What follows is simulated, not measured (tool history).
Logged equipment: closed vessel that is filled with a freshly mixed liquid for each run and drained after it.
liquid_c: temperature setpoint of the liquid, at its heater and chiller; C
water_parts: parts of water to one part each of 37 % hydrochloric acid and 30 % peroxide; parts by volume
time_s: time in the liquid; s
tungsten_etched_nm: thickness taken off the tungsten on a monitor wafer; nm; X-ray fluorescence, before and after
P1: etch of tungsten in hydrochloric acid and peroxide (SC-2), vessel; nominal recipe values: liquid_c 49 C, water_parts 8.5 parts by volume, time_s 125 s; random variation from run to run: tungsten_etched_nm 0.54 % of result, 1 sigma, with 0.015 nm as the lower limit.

run,hour,liquid_c,water_parts,time_s,hours since the thermometer was replaced,hours since the chemicals flow meter was replaced,hours since the drum of peroxide was connected,tungsten_etched_nm
1,5.6,49,8.5,125,772.0,197.1,888.9,27.8290
2,12.7,49,4.0,125,779.1,204.2,896.0,48.9330
3,20.2,49,8.5,125,786.6,211.7,903.5,28.1430
4,29.3,49,8.5,125,795.7,220.8,912.6,27.9400
5,35.9,61,4.0,125,802.3,227.4,919.2,106.2700
6,44.4,49,8.5,125,810.8,235.9,927.7,27.9260
7,50.2,49,8.5,125,816.6,241.7,933.5,27.9860
8,59.0,49,8.5,205,825.4,250.5,942.3,45.8960
9,68.0,35,8.5,125,834.4,259.5,951.3,10.4440
10,75.6,49,8.5,125,842.0,267.1,958.9,27.9590
11,84.1,49,15.0,125,850.5,275.6,967.4,17.2260
# hour 90.8: chemicals flow meter replaced
12,91.6,66,8.5,125,858.0,0.8,974.9,83.1050
13,96.8,49,8.5,30,863.2,6.0,980.1,6.6509
14,102.6,49,8.5,125,869.0,11.8,985.9,28.3780
15,111.8,49,8.5,125,878.2,21.0,995.1,27.2630
16,118.2,49,8.5,125,884.6,27.4,1001.5,26.9930
17,127.1,49,8.5,125,893.5,36.3,1010.4,26.2760
18,131.2,49,8.5,125,897.6,40.4,1014.5,26.0930
19,140.3,49,8.5,125,906.7,49.5,1023.6,26.2650
# hour 144.9: new drum of peroxide connected
20,146.1,49,8.5,125,912.5,55.3,1.2,26.1560
21,155.0,49,8.5,125,921.4,64.2,10.1,25.8570
22,160.7,49,8.5,125,927.1,69.9,15.8,25.8810
23,168.0,49,8.5,125,934.4,77.2,23.1,25.8680

For run 24, what comes out?
24,177.5,49,8.5,125,943.9,86.7,32.6,?

Run 24 produced tungsten_etched_nm 25.8000 nm.
